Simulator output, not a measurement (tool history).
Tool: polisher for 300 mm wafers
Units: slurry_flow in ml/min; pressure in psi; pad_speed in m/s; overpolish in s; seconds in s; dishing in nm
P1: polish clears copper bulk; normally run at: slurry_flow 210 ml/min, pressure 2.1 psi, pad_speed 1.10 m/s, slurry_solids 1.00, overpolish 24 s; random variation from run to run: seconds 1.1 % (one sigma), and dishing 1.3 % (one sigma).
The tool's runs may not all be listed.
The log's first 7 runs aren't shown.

run	day	slurry_flow	pressure	pad_speed	slurry_solids	overpolish	wafers polished on this pad	hours since the slurry nozzle was cleaned	hours since the head pressure was calibrated	hours since the slurry blender was calibrated	seconds	dishing
8	2.421	210	2.1	0.68	1.00	24	608	230.1	197.8	31.4	184.04	53.894
9	2.638	210	2.1	1.10	1.00	24	634	235.3	203.0	36.6	113.02	66.011
10	2.967	210	2.1	1.10	1.00	24	674	243.2	210.9	44.5	113.35	65.330
11	3.258	210	1.0	1.10	1.00	24	709	250.2	217.9	51.5	236.65	43.512
12	3.475	210	2.1	1.10	1.00	24	735	255.4	223.1	56.7	114.30	66.551
13	3.729	265	2.1	1.10	1.00	24	765	261.5	229.2	62.8	106.82	65.713
14	4.042	210	2.1	1.10	1.25	24	803	269.0	236.7	70.3	106.88	65.839
15	4.346	210	2.1	1.10	0.55	34	839	276.3	244.0	77.6	126.05	71.924
16	4.712	210	1.1	1.10	1.00	14	883	285.1	252.8	86.4	215.74	33.820
17	5.062	210	2.1	1.58	1.00	24	926	293.5	261.2	94.8	78.48	71.949
18	5.258	210	2.1	1.10	1.00	24	949	298.2	265.9	99.5	112.47	67.683
19	5.504	210	2.1	1.10	0.65	24	979	304.1	271.8	105.4	123.70	64.375
20	5.692	210	2.1	1.10	1.00	24	1001	308.6	276.3	109.9	111.59	65.605

The next listed run, before its measurement:
21	5.858	210	2.1	1.10	1.00	24	1021	312.6	280.3	113.9	?	?

{"run 21": {"seconds": 112.63, "dishing": 66.344}}
